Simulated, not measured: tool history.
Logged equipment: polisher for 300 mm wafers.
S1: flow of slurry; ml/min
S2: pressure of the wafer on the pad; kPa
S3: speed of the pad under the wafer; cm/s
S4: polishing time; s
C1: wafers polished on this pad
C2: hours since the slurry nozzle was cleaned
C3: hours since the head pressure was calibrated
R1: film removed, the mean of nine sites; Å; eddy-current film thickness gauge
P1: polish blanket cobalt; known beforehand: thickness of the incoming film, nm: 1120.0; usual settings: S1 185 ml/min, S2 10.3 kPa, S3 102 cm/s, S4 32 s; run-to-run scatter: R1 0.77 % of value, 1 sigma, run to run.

run,hour,S1,S2,S3,S4,C1,C2,C3,R1
1,5.1,185,10.3,102,32,216,172.2,188.8,996
2,12,115,5.5,102,32,273,179.1,195.7,490.7
3,20.5,115,10.3,102,32,344,187.6,204.2,907.01
4,29.7,185,10.3,102,32,420,196.8,213.4,990.93
5,35.1,185,10.3,102,32,465,202.2,218.8,995.17
6,41,185,4.8,102,32,514,208.1,224.7,457.82
7,51,235,10.3,102,32,597,218.1,234.7,1017.9
8,56.1,185,10.3,102,32,640,223.2,239.8,995.82
9,65.2,185,13.8,102,32,715,232.3,248.9,1333.5
10,72.2,185,10.3,102,41,773,239.3,255.9,1284.8
11,83.1,185,10.3,102,32,864,250.2,266.8,994.31
12,93.5,185,10.3,162,32,950,260.6,277.2,1573.9
13,101.4,185,10.3,62,32,1016,268.5,285.1,600.54
14,107.5,185,10.3,102,21,1067,274.6,291.2,657.14
15,116.6,185,10.3,102,32,1142,283.7,300.3,999.43

Run 16 has not been measured yet. What should we expect?
16,123,185,10.3,102,32,1195,290.1,306.7,?

R1: 994.55 Å

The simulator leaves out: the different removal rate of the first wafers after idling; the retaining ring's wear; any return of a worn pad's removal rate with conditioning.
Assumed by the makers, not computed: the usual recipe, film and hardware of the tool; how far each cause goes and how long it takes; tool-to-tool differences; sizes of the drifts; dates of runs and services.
